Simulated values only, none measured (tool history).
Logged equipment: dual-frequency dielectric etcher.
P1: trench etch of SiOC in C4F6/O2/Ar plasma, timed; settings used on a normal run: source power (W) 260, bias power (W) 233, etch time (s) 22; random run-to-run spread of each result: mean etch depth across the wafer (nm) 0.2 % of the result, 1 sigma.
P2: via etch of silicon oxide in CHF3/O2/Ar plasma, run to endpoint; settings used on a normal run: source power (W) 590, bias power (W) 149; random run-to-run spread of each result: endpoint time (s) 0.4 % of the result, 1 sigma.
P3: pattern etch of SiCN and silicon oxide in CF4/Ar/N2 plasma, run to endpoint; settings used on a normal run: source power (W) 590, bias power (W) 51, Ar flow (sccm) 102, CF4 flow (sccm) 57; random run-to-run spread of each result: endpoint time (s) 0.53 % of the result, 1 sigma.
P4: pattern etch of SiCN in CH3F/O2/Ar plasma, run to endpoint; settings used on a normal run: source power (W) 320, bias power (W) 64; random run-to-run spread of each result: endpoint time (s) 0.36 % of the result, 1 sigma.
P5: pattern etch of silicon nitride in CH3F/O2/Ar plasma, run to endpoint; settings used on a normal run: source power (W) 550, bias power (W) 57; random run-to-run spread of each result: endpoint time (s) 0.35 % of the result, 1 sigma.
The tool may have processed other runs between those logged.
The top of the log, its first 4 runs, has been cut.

run,hour,process that ran,source power (W),bias power (W),etch time (s),Ar flow (sccm),CF4 flow (sccm),hours since the last wet clean,hours since the last source power generator calibration,hours since the last bias power generator calibration,mean etch depth across the wafer (nm),endpoint time (s)
5,33.7,P3,590,69,,102,57,113.7,1524.4,1525.3,,13.669
6,41.9,P3,590,51,,102,72,121.9,1532.6,1533.5,,14.499
7,46.1,P5,550,57,,,,126.1,1536.8,1537.7,,33.378
8,51.7,P3,590,51,,102,57,131.7,1542.4,1543.3,,15.051
9,57.4,P4,210,64,,,,137.4,1548.1,1549,,39.219
10,62.9,P1,330,233,31,,,142.9,1553.6,1554.5,65.233,
11,67.3,P1,260,233,27,,,147.3,1558,1558.9,51.626,
12,70.9,P1,260,233,17.5,,,150.9,1561.6,1562.5,33.453,
13,78.9,P1,260,233,22,,,158.9,1569.6,1570.5,42.149,
14,86,P2,400,149,,,,166,1576.7,1577.6,,414.76
15,90.5,P1,260,233,22,,,170.5,1581.2,1582.1,42.254,
16,97.3,P4,320,64,,,,177.3,1588,1588.9,,33.419
17,103.6,P3,450,51,,102,57,183.6,1594.3,1595.2,,19.052
18,109.4,P4,320,89,,,,189.4,1600.1,1601,,29.654
19,116.4,P1,260,233,22,,,196.4,1607.1,1608,42.013,
20,123.4,P1,350,233,22,,,203.4,1614.1,1615,47.145,
21,129.7,P1,260,233,22,,,209.7,1620.4,1621.3,42.043,
22,136.6,P1,260,324,22,,,216.6,1627.3,1628.2,47.334,
23,141.7,P3,590,51,,76,57,221.7,1632.4,1633.3,,14.293
24,147,P1,170,233,22,,,227,1637.7,1638.6,35.843,
25,151.3,P2,590,149,,,,231.3,1642,1642.9,,357.87

Forecast run 26:
26,157.9,P4,320,64,,,,237.9,1648.6,1649.5,,?

endpoint time (s): 33.222

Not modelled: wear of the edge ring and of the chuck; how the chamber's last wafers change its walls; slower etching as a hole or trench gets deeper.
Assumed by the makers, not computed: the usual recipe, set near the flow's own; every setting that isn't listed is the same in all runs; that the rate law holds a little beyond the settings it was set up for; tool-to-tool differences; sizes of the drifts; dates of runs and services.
